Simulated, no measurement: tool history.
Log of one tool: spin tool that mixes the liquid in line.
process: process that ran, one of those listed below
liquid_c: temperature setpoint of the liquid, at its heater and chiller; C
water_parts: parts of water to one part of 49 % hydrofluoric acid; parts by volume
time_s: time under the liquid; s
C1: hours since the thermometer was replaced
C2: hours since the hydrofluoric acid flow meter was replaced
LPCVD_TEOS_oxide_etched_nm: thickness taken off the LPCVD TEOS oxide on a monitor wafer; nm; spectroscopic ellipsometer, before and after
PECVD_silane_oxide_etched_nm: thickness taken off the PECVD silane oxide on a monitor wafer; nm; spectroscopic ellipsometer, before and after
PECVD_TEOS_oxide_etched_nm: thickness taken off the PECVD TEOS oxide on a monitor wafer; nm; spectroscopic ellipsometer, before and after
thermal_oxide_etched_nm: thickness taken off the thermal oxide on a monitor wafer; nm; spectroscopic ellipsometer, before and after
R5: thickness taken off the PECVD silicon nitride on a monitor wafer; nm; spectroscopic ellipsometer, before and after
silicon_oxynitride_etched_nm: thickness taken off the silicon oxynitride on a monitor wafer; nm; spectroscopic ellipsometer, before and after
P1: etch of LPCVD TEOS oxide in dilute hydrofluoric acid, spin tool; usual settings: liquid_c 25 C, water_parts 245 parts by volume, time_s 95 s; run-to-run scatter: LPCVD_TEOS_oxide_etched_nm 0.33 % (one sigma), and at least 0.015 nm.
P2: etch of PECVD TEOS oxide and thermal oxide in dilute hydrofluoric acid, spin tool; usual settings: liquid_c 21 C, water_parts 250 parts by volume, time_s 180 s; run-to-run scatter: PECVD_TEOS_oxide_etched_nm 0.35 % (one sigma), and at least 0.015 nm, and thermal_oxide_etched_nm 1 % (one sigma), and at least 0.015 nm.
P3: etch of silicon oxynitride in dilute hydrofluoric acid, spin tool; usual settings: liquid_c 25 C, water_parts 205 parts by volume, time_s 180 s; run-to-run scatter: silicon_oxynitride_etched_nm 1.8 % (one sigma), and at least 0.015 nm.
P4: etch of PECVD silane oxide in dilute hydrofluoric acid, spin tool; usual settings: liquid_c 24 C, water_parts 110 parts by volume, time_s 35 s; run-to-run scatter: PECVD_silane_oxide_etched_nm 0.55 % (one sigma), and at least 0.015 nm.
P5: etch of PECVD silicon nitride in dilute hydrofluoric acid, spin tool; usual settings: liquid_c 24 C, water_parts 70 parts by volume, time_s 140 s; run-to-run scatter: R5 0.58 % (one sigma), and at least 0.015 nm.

run 1 hour=10.9 | process=P1 liquid_c=25 water_parts=245 time_s=95 | C1=284.6 C2=569.2 | LPCVD_TEOS_oxide_etched_nm=13.123
run 2 hour=23.3 | process=P4 liquid_c=24 water_parts=110 time_s=35 | C1=297 C2=581.6 | PECVD_silane_oxide_etched_nm=15.626
run 3 hour=31.7 | process=P1 liquid_c=25 water_parts=380 time_s=95 | C1=305.4 C2=590 | LPCVD_TEOS_oxide_etched_nm=7.413
run 4 hour=44.1 | process=P2 liquid_c=17 water_parts=250 time_s=180 | C1=317.8 C2=602.4 | PECVD_TEOS_oxide_etched_nm=13.649 thermal_oxide_etched_nm=2.1595
-- hour=54.4 hydrofluoric acid flow meter replaced
run 5 hour=58.8 | process=P5 liquid_c=24 water_parts=120 time_s=140 | C1=332.5 C2=4.4 | R5=3.5469
run 6 hour=68.4 | process=P4 liquid_c=24 water_parts=110 time_s=35 | C1=342.1 C2=14 | PECVD_silane_oxide_etched_nm=15.565
run 7 hour=82 | process=P1 liquid_c=25 water_parts=245 time_s=15 | C1=355.7 C2=27.6 | LPCVD_TEOS_oxide_etched_nm=2.0739
run 8 hour=94.4 | process=P5 liquid_c=24 water_parts=70 time_s=20 | C1=368.1 C2=40 | R5=0.87465
run 9 hour=102 | process=P1 liquid_c=17 water_parts=245 time_s=130 | C1=375.7 C2=47.6 | LPCVD_TEOS_oxide_etched_nm=13.34
run 10 hour=116 | process=P2 liquid_c=21 water_parts=250 time_s=325 | C1=389.7 C2=61.6 | PECVD_TEOS_oxide_etched_nm=28.558 thermal_oxide_etched_nm=4.6434
-- hour=116.9 thermometer replaced
run 11 hour=126.6 | process=P1 liquid_c=30.5 water_parts=245 time_s=95 | C1=9.7 C2=72.2 | LPCVD_TEOS_oxide_etched_nm=15.773
run 12 hour=135.9 | process=P4 liquid_c=17 water_parts=110 time_s=35 | C1=19 C2=81.5 | PECVD_silane_oxide_etched_nm=11.681
run 13 hour=145.2 | process=P4 liquid_c=24 water_parts=170 time_s=35 | C1=28.3 C2=90.8 | PECVD_silane_oxide_etched_nm=9.4656
run 14 hour=154.8 | process=P1 liquid_c=25 water_parts=245 time_s=185 | C1=37.9 C2=100.4 | LPCVD_TEOS_oxide_etched_nm=25.731
run 15 hour=164.3 | process=P5 liquid_c=32 water_parts=70 time_s=140 | C1=47.4 C2=109.9 | R5=10.068
run 16 hour=178.6 | process=P4 liquid_c=24 water_parts=110 time_s=15 | C1=61.7 C2=124.2 | PECVD_silane_oxide_etched_nm=6.7095
run 17 hour=190.1 | process=P3 liquid_c=32 water_parts=205 time_s=180 | C1=73.2 C2=135.7 | silicon_oxynitride_etched_nm=1.7215
run 18 hour=200.7 | process=P1 liquid_c=25 water_parts=245 time_s=95 | C1=83.8 C2=146.3 | LPCVD_TEOS_oxide_etched_nm=13.073
run 19 hour=214.7 | process=P3 liquid_c=25 water_parts=205 time_s=15 | C1=97.8 C2=160.3 | silicon_oxynitride_etched_nm=0.090587
run 20 hour=224.8 | process=P1 liquid_c=25 water_parts=245 time_s=95 | C1=107.9 C2=170.4 | LPCVD_TEOS_oxide_etched_nm=13.175
run 21 hour=234.1 | process=P2 liquid_c=21 water_parts=415 time_s=180 | C1=117.2 C2=179.7 | PECVD_TEOS_oxide_etched_nm=8.2042 thermal_oxide_etched_nm=1.3372
run 22 hour=243.5 | process=P1 liquid_c=25 water_parts=245 time_s=95 | C1=126.6 C2=189.1 | LPCVD_TEOS_oxide_etched_nm=13.139
run 23 hour=254.8 | process=P3 liquid_c=25 water_parts=370 time_s=180 | C1=137.9 C2=200.4 | silicon_oxynitride_etched_nm=0.65665
run 24 hour=262.2 | process=P1 liquid_c=25 water_parts=140 time_s=95 | C1=145.3 C2=207.8 | LPCVD_TEOS_oxide_etched_nm=25.988
run 25 hour=268.9 | process=P3 liquid_c=25 water_parts=205 time_s=180 | C1=152 C2=214.5 | silicon_oxynitride_etched_nm=1.3122
run 26 hour=279 | process=P5 liquid_c=24 water_parts=70 time_s=140 | C1=162.1 C2=224.6 | R5=5.9973
run 27 hour=288.2 | process=P1 liquid_c=18.5 water_parts=245 time_s=95 | C1=171.3 C2=233.8 | LPCVD_TEOS_oxide_etched_nm=10.363
run 28 hour=300.7 | process=P2 liquid_c=21 water_parts=250 time_s=180 | C1=183.8 C2=246.3 | PECVD_TEOS_oxide_etched_nm=15.712 thermal_oxide_etched_nm=2.5872
run 29 hour=315.2 | process=P1 liquid_c=25 water_parts=245 time_s=95 | C1=198.3 C2=260.8 | LPCVD_TEOS_oxide_etched_nm=13.112
run 30 hour=325.1 | process=P1 liquid_c=25 water_parts=245 time_s=95 | C1=208.2 C2=270.7 | LPCVD_TEOS_oxide_etched_nm=13.185
run 31 hour=334.7 | process=P1 liquid_c=25 water_parts=245 time_s=95 | C1=217.8 C2=280.3 | LPCVD_TEOS_oxide_etched_nm=12.8
run 32 hour=345.1 | process=P1 liquid_c=25 water_parts=245 time_s=95 | C1=228.2 C2=290.7 | LPCVD_TEOS_oxide_etched_nm=12.629
run 33 hour=352.7 | process=P1 liquid_c=25 water_parts=245 time_s=95 | C1=235.8 C2=298.3 | LPCVD_TEOS_oxide_etched_nm=12.469
run 34 hour=361.4 | process=P1 liquid_c=25 water_parts=245 time_s=95 | C1=244.5 C2=307 | LPCVD_TEOS_oxide_etched_nm=12.391
run 35 hour=368.2 | process=P1 liquid_c=25 water_parts=245 time_s=95 | C1=251.3 C2=313.8 | LPCVD_TEOS_oxide_etched_nm=12.323
run 36 hour=375.2 | process=P1 liquid_c=25 water_parts=245 time_s=95 | C1=258.3 C2=320.8 | LPCVD_TEOS_oxide_etched_nm=12.307
run 37 hour=382 | process=P1 liquid_c=25 water_parts=245 time_s=95 | C1=265.1 C2=327.6 | LPCVD_TEOS_oxide_etched_nm=12.278

The next listed run, before its measurement:
run 38 hour=392.4 | process=P1 liquid_c=25 water_parts=245 time_s=95 | C1=275.5 C2=338 | LPCVD_TEOS_oxide_etched_nm=?

Run 38 gave LPCVD_TEOS_oxide_etched_nm 12.208 nm.

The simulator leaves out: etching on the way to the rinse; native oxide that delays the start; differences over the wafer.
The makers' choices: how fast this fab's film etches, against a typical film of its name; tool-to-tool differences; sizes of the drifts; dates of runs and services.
